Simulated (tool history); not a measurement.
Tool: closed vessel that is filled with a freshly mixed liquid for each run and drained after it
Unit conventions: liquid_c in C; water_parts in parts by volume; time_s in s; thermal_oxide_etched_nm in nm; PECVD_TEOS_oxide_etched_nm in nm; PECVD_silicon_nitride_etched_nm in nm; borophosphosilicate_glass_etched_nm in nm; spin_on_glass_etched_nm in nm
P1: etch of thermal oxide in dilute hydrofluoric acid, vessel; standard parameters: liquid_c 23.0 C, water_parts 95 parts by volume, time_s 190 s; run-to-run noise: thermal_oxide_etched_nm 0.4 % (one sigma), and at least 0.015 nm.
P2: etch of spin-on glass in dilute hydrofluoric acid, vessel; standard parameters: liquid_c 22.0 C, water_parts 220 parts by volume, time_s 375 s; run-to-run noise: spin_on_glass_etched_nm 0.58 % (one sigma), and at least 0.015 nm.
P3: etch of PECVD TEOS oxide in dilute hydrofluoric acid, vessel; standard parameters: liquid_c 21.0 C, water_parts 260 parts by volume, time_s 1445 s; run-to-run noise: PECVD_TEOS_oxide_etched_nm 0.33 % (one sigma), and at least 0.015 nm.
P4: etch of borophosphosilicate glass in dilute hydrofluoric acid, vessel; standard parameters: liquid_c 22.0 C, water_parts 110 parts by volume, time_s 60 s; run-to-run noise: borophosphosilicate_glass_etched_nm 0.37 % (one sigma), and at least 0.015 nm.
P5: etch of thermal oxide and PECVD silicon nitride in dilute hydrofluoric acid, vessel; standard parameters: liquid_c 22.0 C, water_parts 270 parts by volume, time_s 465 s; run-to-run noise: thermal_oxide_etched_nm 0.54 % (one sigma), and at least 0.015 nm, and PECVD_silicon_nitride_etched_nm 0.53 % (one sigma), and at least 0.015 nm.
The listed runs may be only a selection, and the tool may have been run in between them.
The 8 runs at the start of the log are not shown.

run,hour,process,liquid_c,water_parts,time_s,hours since the thermometer was replaced,hours since the hydrofluoric acid flow meter was replaced,thermal_oxide_etched_nm,PECVD_TEOS_oxide_etched_nm,PECVD_silicon_nitride_etched_nm,borophosphosilicate_glass_etched_nm,spin_on_glass_etched_nm
9,132.6,P2,22.0,40,375,512.4,486.1,,,,,369.950
10,144.9,P3,21.0,85,1445,524.7,498.4,,179.690,,,
11,153.9,P1,23.0,95,190,533.7,507.4,9.3394,,,,
12,168.0,P5,22.0,75,465,547.8,521.5,26.8770,,13.7880,,
13,180.5,P1,23.0,95,190,560.3,534.0,9.3568,,,,
14,196.9,P1,17.0,95,190,576.7,550.4,7.2385,,,,
15,212.2,P1,23.0,20,190,592.0,565.7,48.4140,,,,
16,226.6,P3,21.0,260,1445,606.4,580.1,,48.798,,,
17,240.4,P1,23.0,95,190,620.2,593.9,9.3071,,,,
18,257.4,P1,23.0,95,190,637.2,610.9,9.3316,,,,
19,269.3,P2,22.0,220,375,649.1,622.8,,,,,55.312
20,279.1,P3,21.0,260,2285,658.9,632.6,,76.862,,,
21,288.1,P1,23.0,95,315,667.9,641.6,15.3240,,,,
22,307.1,P4,22.0,110,115,686.9,660.6,,,,37.156,
23,315.9,P1,31.5,95,190,695.7,669.4,12.8450,,,,
24,325.6,P5,17.0,270,465,705.4,679.1,4.9800,,2.8501,,
25,344.9,P4,29.5,110,60,724.7,698.4,,,,25.991,
26,363.7,P4,22.0,110,60,743.5,717.2,,,,19.457,
27,381.6,P2,28.0,220,375,761.4,735.1,,,,,68.768
28,398.7,P1,23.0,95,30,778.5,752.2,1.4481,,,,
29,411.8,P1,28.0,160,190,791.6,765.3,6.1317,,,,

Predict the results of run 30:
30,424.1,P5,22.0,270,465,803.9,777.6,?,,?,,

Logged for run 30: thermal_oxide_etched_nm 6.0619 nm, PECVD_silicon_nitride_etched_nm 3.8524 nm.
